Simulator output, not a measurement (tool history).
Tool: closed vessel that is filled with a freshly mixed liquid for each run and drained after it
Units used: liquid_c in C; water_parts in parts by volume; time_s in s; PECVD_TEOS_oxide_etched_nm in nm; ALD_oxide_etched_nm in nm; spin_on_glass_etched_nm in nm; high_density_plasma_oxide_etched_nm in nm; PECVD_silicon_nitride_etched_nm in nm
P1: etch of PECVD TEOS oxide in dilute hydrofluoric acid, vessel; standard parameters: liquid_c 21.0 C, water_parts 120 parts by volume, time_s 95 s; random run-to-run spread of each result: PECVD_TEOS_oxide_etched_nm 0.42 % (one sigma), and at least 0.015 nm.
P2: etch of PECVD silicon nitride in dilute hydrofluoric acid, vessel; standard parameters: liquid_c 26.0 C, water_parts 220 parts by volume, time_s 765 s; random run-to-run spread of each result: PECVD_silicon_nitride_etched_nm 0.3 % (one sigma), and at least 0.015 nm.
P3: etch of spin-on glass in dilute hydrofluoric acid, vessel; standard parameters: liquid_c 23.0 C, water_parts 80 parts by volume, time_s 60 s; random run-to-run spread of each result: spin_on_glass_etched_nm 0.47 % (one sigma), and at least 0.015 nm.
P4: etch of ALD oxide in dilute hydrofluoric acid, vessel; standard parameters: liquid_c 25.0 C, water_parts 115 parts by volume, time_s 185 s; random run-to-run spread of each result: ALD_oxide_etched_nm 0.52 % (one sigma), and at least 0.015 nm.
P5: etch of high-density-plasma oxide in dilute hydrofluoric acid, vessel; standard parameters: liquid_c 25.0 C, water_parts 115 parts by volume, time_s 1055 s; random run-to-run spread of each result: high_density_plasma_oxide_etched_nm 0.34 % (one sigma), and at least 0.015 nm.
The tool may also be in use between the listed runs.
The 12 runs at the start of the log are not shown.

run   hour  process  liquid_c  water_parts  time_s  PECVD_TEOS_oxide_etched_nm  ALD_oxide_etched_nm  spin_on_glass_etched_nm  high_density_plasma_oxide_etched_nm  PECVD_silicon_nitride_etched_nm
 13  100.8       P5      25.0          115    1055                                                                                                         49.852
 14  107.6       P1      21.0          185      95                      5.1293
 15  115.8       P1      29.0          120      30                      3.6198
 16  126.5       P2      26.0          220    1180                                                                                                                                         10.1990
 17  137.4       P3      23.0           80     105                                                                    46.660
 18  146.8       P1      17.0          120      95                      7.1958
 19  153.2       P1      21.0           25      95                     45.7180
 20  161.4       P3      31.0           80      60                                                                    36.598
 21  167.6       P1      21.0          120      95                      8.5309
 22  172.8       P5      25.0          205    1055                                                                                                         25.196
 23  177.9       P4      25.0          115      95                                           27.304
 24  187.9       P5      32.0          115    1055                                                                                                         64.894
 25  197.3       P3      23.0           80      60                                                                    26.733
 26  208.4       P1      21.0          120      95                      8.4089
 27  217.9       P2      26.0          220     765                                                                                                                                          6.6260
 28  229.6       P2      19.0          220     765                                                                                                                                          4.2284
 29  235.9       P1      21.0          120      95                      8.5608
 30  247.6       P1      21.0          120      95                      8.3025
 31  258.3       P1      21.0          120      95                      8.1746
 32  268.2       P1      21.0          120      95                      8.1353

Forecast run 33:
 33  274.7       P1      21.0          120      95                           ?

{"run 33": {"PECVD_TEOS_oxide_etched_nm": 8.0322}}
